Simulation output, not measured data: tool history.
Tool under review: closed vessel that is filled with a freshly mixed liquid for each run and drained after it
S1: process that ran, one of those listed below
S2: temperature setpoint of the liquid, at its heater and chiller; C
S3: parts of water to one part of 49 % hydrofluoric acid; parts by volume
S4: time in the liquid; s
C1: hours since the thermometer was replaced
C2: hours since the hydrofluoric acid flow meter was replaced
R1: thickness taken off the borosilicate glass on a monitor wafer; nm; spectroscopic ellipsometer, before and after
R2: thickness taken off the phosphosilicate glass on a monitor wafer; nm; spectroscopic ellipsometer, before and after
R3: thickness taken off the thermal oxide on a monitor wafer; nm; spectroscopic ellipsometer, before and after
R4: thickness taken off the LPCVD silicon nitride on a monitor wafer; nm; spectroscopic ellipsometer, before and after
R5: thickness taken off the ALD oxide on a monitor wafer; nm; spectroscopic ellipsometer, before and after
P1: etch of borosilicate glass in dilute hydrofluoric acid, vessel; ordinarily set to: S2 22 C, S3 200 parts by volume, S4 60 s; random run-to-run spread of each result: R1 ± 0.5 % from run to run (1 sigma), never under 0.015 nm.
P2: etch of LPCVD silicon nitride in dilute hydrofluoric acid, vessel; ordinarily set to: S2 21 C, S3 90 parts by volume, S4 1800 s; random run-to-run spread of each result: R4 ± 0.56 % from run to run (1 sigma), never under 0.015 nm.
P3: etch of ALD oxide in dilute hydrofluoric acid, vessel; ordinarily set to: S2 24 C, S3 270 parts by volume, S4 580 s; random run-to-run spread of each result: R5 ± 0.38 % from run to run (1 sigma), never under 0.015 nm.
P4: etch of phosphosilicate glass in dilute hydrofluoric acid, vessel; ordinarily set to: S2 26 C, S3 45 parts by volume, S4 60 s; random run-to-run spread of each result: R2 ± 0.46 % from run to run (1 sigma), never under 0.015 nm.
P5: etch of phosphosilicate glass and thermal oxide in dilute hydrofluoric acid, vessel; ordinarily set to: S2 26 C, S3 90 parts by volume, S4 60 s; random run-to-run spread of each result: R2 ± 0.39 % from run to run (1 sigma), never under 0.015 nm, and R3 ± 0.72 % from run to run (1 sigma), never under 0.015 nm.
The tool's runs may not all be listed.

run	hour	S1	S2	S3	S4	C1	C2	R1	R2	R3	R4	R5
1	6.4	P1	22	200	60	907.9	858.4	8.8806				
2	15.3	P5	26	90	120	916.8	867.3		231.26	7.4393		
3	25.5	P4	26	45	115	927	877.5		573.68			
4	34.8	P4	26	45	60	936.3	886.8		298.24			
5	46.2	P1	27.5	200	60	947.7	898.2	10.741				
6	54	P2	21	90	1800	955.5	906				7.8661	
7	61.2	P1	22	200	60	962.7	913.2	8.7697				
8	73.9	P1	22	275	60	975.4	925.9	5.9162				
9	84	P2	21	90	870	985.5	936				3.8145	
10	93	P4	29.5	45	60	994.5	945		345.38			
11	105	P4	26	45	60	1006.5	957		299.03			
12	119.5	P1	22	200	60	1021	971.5	8.7097				
13	126.2	P2	26	90	1800	1027.7	978.2				10.971	
14	135.2	P1	22	200	60	1036.7	987.2	8.7087				
15	144.9	P2	21	135	1800	1046.4	996.9				5.2916	
16	159	P1	22	200	35	1060.5	1011	5.1252				
17	165.5	P1	22	200	60	1067	1017.5	8.7862				
18	173.5	P1	22	200	60	1075	1025.5	8.8463				
19	186.6	P1	22	300	105	1088.1	1038.6	9.2805				
20	195.9	P5	20.5	90	60	1097.4	1047.9		92.355	2.9707		
21	208	P4	26	20	60	1109.5	1060		702.56			
22	221.2	P5	26	90	60	1122.7	1073.2		114.7	3.7111		
23	234.8	P5	26	90	60	1136.3	1086.8		114.85	3.7367		
24	249.1	P1	22	115	60	1150.6	1101.1	16.688				
25	257.6	P1	22	200	60	1159.1	1109.6	8.8137				
26	271.2	P3	24	470	580	1172.7	1123.2					28.006
27	279.5	P3	24	270	190	1181	1131.5					19.338
28	290.3	P5	26	40	60	1191.8	1142.3		275.73	8.8766		
29	303.7	P1	22	200	100	1205.2	1155.7	14.729				
30	313.3	P3	24	270	580	1214.8	1165.3					58.898
31	322.1	P1	17	200	60	1223.6	1174.1	7.1892				
32	332.2	P3	19	270	580	1233.7	1184.2					48.764
33	339.5	P1	25.5	200	30	1241	1191.5	4.9533				
34	348.1	P1	22	200	60	1249.6	1200.1	8.7085				
35	362.5	P1	22	200	60	1264	1214.5	9.0039				
36	376.3	P1	22	200	60	1277.8	1228.3	9.0797				
37	383.1	P1	22	200	60	1284.6	1235.1	9.0966				
38	397.3	P1	22	200	60	1298.8	1249.3	9.1716				
39	410.5	P1	22	200	60	1312	1262.5	9.343				
40	417.4	P1	22	200	60	1318.9	1269.4	9.355				
41	424.4	P1	22	200	60	1325.9	1276.4	9.3137				
42	431.6	P1	22	200	60	1333.1	1283.6	9.2548				
43	442.3	P1	22	200	60	1343.8	1294.3	9.2751				
44	450.5	P1	22	200	60	1352	1302.5	9.2213				
45	457.4	P1	22	200	60	1358.9	1309.4	9.2772				

What P1 gives has crept off from where it sat before. The 2 causes that follow fit the log equally well, each at the size noted:
A: hydrofluoric acid flow above the setpoint (%) = 4.7
B: liquid hotter than its thermometer reads (K) = 1.48
The onset of the drift is placed at about hour 348.1.

The check runs listed below each take one wafer, and their results are still question marks. Under which run would the listed causes lead to clearly different results?
check 1	464.3	P2	21	90	1800						?	
check 2	464.3	P4	26	45	60				?			
check 3	464.3	P3	24	270	580							?
check 4	464.3	P5	26	90	60				?	?		

Check results expected under each cause:
check	result	if A	if B
check 1	R4	8.1957	8.6575
check 2	R2	315.55	319.07
check 3	R5	62.28	61.892
check 4	R2	120.92	121.7
check 4	R3	3.8763	3.9012
How far apart the two closest causes lie, in the result that separates them most: check 1 5.48 %; check 2 1.11 %; check 3 0.63 %; check 4 0.64 %
Check 1 distinguishes between the causes, while the remaining checks would return nearly the same result for all of them.

Check 1 was then run and gave: R4 8.6957 nm. Which cause is it?

The correct cause is B, namely: liquid hotter than its thermometer reads (K).

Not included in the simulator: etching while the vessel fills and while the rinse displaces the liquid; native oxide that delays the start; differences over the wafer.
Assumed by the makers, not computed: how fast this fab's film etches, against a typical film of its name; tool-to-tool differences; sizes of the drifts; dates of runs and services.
